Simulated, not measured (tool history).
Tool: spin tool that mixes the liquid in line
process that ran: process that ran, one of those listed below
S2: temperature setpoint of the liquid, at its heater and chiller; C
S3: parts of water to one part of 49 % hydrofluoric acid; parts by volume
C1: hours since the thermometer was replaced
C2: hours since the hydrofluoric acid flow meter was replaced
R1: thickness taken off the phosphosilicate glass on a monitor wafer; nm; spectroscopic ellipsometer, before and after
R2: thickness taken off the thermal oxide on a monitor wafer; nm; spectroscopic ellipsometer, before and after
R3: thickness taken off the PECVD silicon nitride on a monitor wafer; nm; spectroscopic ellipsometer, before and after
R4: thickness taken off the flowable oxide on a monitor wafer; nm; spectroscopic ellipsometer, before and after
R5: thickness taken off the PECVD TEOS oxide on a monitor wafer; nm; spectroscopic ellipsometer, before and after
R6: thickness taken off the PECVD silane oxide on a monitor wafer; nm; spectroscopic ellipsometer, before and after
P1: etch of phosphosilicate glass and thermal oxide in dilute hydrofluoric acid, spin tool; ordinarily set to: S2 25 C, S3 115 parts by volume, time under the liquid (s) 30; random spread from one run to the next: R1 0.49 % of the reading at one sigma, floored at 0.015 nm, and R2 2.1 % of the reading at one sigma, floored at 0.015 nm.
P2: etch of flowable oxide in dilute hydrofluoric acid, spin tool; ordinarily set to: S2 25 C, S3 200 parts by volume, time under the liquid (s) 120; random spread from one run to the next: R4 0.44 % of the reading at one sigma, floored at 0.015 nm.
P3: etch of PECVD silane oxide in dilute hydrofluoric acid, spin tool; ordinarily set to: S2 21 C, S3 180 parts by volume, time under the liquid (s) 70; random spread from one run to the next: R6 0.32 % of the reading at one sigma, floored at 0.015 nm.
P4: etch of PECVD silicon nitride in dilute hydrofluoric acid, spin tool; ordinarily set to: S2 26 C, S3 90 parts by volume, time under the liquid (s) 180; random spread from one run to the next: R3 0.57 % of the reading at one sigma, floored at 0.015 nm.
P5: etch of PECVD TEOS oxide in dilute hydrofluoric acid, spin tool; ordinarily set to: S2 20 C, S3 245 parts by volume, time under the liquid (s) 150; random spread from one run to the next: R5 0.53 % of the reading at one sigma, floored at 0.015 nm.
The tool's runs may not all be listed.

{"run": 1, "day": 0.221, "process that ran": "P1", "S2": 25, "S3": 115, "time under the liquid (s)": 30, "C1": 330.2, "C2": 435, "R1": 53.953, "R2": 1.1369}
{"run": 2, "day": 0.388, "process that ran": "P4", "S2": 26, "S3": 90, "time under the liquid (s)": 60, "C1": 334.2, "C2": 439, "R3": 3.6068}
{"run": 3, "day": 0.567, "process that ran": "P1", "S2": 25, "S3": 115, "time under the liquid (s)": 30, "C1": 338.5, "C2": 443.3, "R1": 54.369, "R2": 1.2274}
{"run": 4, "day": 0.721, "process that ran": "P1", "S2": 25, "S3": 180, "time under the liquid (s)": 15, "C1": 342.2, "C2": 447, "R1": 16.14, "R2": 0.34}
{"run": 5, "day": 0.883, "process that ran": "P1", "S2": 25, "S3": 165, "time under the liquid (s)": 30, "C1": 346.1, "C2": 450.9, "R1": 35.416, "R2": 0.77065}
{"run": 6, "day": 1.083, "process that ran": "P2", "S2": 19.5, "S3": 200, "time under the liquid (s)": 120, "C1": 350.9, "C2": 455.7, "R4": 21.011}
{"run": 7, "day": 1.2, "process that ran": "P1", "S2": 28.5, "S3": 115, "time under the liquid (s)": 15, "C1": 353.7, "C2": 458.5, "R1": 30.823, "R2": 0.68182}
{"run": 8, "day": 1.412, "process that ran": "P1", "S2": 25, "S3": 115, "time under the liquid (s)": 30, "C1": 358.8, "C2": 463.6, "R1": 54.205, "R2": 1.1644}
{"run": 9, "day": 1.558, "process that ran": "P4", "S2": 26, "S3": 165, "time under the liquid (s)": 180, "C1": 362.3, "C2": 467.1, "R3": 5.9032}
{"run": 10, "day": 1.742, "process that ran": "P5", "S2": 20, "S3": 245, "time under the liquid (s)": 150, "C1": 366.7, "C2": 471.5, "R5": 4.458}
{"run": 11, "day": 1.967, "process that ran": "P2", "S2": 25, "S3": 200, "time under the liquid (s)": 15, "C1": 372.1, "C2": 476.9, "R4": 3.2227}
{"run": 12, "day": 2.204, "process that ran": "P1", "S2": 31.5, "S3": 115, "time under the liquid (s)": 30, "C1": 377.8, "C2": 482.6, "R1": 69.143, "R2": 1.4754}
{"run": 13, "day": 2.317, "process that ran": "P5", "S2": 20, "S3": 245, "time under the liquid (s)": 75, "C1": 380.5, "C2": 485.3, "R5": 2.2397}
{"run": 14, "day": 2.567, "process that ran": "P2", "S2": 25, "S3": 200, "time under the liquid (s)": 120, "C1": 386.5, "C2": 491.3, "R4": 25.865}
{"run": 15, "day": 2.712, "process that ran": "P3", "S2": 21, "S3": 310, "time under the liquid (s)": 70, "C1": 390, "C2": 494.8, "R6": 4.7461}
{"run": 16, "day": 2.862, "process that ran": "P1", "S2": 25, "S3": 115, "time under the liquid (s)": 65, "C1": 393.6, "C2": 498.4, "R1": 118.02, "R2": 2.5484}
{"run": 17, "day": 3.017, "process that ran": "P3", "S2": 17, "S3": 180, "time under the liquid (s)": 70, "C1": 397.3, "C2": 502.1, "R6": 7.9323}
{"run": 18, "day": 3.154, "process that ran": "P3", "S2": 21, "S3": 180, "time under the liquid (s)": 70, "C1": 400.6, "C2": 505.4, "R6": 9.2225}
{"run": 19, "day": 3.35, "process that ran": "P1", "S2": 19, "S3": 115, "time under the liquid (s)": 30, "C1": 405.3, "C2": 510.1, "R1": 42.516, "R2": 0.9363}
{"run": 20, "day": 3.488, "process that ran": "P5", "S2": 20, "S3": 445, "time under the liquid (s)": 150, "C1": 408.6, "C2": 513.4, "R5": 2.0603}
{"run": 21, "day": 3.679, "process that ran": "P1", "S2": 25, "S3": 115, "time under the liquid (s)": 30, "C1": 413.2, "C2": 518, "R1": 53.702, "R2": 1.1212}
{"run": 22, "day": 3.933, "process that ran": "P4", "S2": 26, "S3": 90, "time under the liquid (s)": 180, "C1": 419.3, "C2": 524.1, "R3": 10.826}

What will run 23 give?
{"run": 23, "day": 4.112, "process that ran": "P1", "S2": 25, "S3": 115, "time under the liquid (s)": 15, "C1": 423.6, "C2": 528.4, "R1": "?", "R2": "?"}

{"run 23": {"R1": 27.054, "R2": 0.57038}}

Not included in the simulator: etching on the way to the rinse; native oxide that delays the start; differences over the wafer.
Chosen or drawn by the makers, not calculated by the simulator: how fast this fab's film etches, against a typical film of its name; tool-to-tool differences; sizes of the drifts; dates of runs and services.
